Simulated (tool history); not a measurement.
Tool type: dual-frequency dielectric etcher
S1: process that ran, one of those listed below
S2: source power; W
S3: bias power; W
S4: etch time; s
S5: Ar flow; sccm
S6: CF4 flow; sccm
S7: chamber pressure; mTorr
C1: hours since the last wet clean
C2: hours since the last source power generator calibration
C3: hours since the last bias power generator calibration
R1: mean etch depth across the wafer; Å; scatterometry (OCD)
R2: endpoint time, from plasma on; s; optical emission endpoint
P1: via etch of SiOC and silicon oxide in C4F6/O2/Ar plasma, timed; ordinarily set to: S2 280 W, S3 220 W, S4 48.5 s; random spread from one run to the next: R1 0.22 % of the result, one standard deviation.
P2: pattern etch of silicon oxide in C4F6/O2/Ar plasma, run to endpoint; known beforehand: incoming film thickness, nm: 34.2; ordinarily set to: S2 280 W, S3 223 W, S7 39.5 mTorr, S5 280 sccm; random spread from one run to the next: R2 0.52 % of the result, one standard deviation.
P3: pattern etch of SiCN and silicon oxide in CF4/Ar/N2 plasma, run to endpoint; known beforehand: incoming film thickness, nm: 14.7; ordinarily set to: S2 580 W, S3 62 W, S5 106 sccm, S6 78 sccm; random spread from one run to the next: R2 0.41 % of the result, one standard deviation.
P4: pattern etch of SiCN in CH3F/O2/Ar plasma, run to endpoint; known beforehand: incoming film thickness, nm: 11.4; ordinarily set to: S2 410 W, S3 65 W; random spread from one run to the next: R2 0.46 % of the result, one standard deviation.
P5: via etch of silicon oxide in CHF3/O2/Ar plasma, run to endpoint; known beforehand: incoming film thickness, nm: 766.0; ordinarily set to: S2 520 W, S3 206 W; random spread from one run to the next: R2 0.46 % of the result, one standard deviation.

run	hour	S1	S2	S3	S4	S5	S6	S7	C1	C2	C3	R1	R2
1	8.3	P1	280	220	48.5				122.4	864.3	536.3	509.77	
2	13.2	P3	580	62		106	78		127.3	869.2	541.2		14.246
3	18	P2	280	223		344		39.5	132.1	874	546		12.222
4	26.2	P1	280	220	48.5				140.3	882.2	554.2	508.59	
5	30.2	P2	170	223		280		39.5	144.3	886.2	558.2		14.355
6	38.3	P3	580	62		80	78		152.4	894.3	566.3		13.713
7	43.8	P5	660	206					157.9	899.8	571.8		346.68
8	49.5	P3	580	62		106	110		163.6	905.5	577.5		13.44
9	58.5	P1	280	308	48.5				172.6	914.5	586.5	572.52	
10	65.8	P1	340	300	48.5				179.9	921.8	593.8	612.71	
11	74.4	P4	410	41					188.5	930.4	602.4		36.546
12	79.8	P1	340	220	48.5				193.9	935.8	607.8	549.01	
13	87.1	P3	580	62		106	78		201.2	943.1	615.1		14.239
14	92.5	P1	280	220	31				206.6	948.5	620.5	327.04	
15	97.2	P5	520	206					211.3	953.2	625.2		383.56
16	101.2	P4	410	65					215.3	957.2	629.2		31.543
17	106.5	P2	280	223		280		39.5	220.6	962.5	634.5		11.821
18	112	P1	280	220	48.5				226.1	968	640	507.54	
19	119.6	P1	280	220	48.5				233.7	975.6	647.6	511.32	
20	128	P3	580	75		106	78		242.1	984	656		13.469
21	134.7	P3	810	62		106	78		248.8	990.7	662.7		10.609
22	143	P1	280	172	48.5				257.1	999	671	468.19	
23	151.4	P1	210	220	59.5				265.5	1007.4	679.4	561.86	
24	160.2	P2	280	223		280		49	274.3	1016.2	688.2		12.149
25	169.2	P2	280	182		280		39.5	283.3	1025.2	697.2		12.797
26	177.9	P4	410	65					292	1033.9	705.9		31.451
27	184.1	P5	520	120					298.2	1040.1	712.1		456.28
28	189	P1	210	220	48.5				303.1	1045	717	456.28	
29	194.3	P1	280	220	48.5				308.4	1050.3	722.3	510.23	
30	200.7	P1	280	220	68.5				314.8	1056.7	728.7	720.65	
31	206.5	P4	570	65					320.6	1062.5	734.5		27.916
32	214.5	P2	280	223		280		39.5	328.6	1070.5	742.5		11.859
33	221	P1	280	220	48.5				335.1	1077	749	510.99	
34	229.1	P1	280	220	48.5				343.2	1085.1	757.1	508.12	
35	237.1	P1	280	220	48.5				351.2	1093.1	765.1	505.64	
36	245.2	P1	280	220	48.5				359.3	1101.2	773.2	503.13	
# hour 251.2: wet clean of the chamber
37	252.9	P1	280	220	48.5				1.8	1108.9	780.9	504.61	
38	256.9	P1	280	220	48.5				5.8	1112.9	784.9	505.04	
39	264.7	P1	280	220	48.5				13.6	1120.7	792.7	502.06	

Compared with where it was, what P1 gives has crept away. Each cause listed below fits the log as well as the rest, at the size given for it:
A: bias power that arrives under what is set, % = 4.02
B: source power that arrives under what is set, % = 3.63
Onset of the creep was near hour 221.
Other possible causes, and why each is ruled out:
chamber walls in a state that lowers the etch rate, %: work on it at hour 251.2, done after the drift set in, did not restore what the process gave before

Which of the check runs below tells the causes apart, meaning the causes would give it clearly different results? Each run uses 2 wafers whose results are averaged, and each result is shown as a question mark.
check 1	272.5	P5	520	126									?
check 2	272.5	P3	580	62		106	104						?
check 3	272.5	P2	200	223		280		39.5					?
check 4	272.5	P4	560	52									?

How each check would come out, cause by cause:
check	result	if A	if B
check 1	R2	452.76	453.47
check 2	R2	13.77	14.058
check 3	R2	13.712	13.711
check 4	R2	30.316	30.359
Per-check spread between the two closest causes, in the result where they differ most: check 1 0.16 %; check 2 2.07 %; check 3 0.01 %; check 4 0.14 %
Only check 2 tells the causes apart: in the others they would give nearly the same result.

Running check 2 produced the following: R2 14.045 s. Which one of the listed causes fits?

B is the cause: source power that arrives under what is set, %.
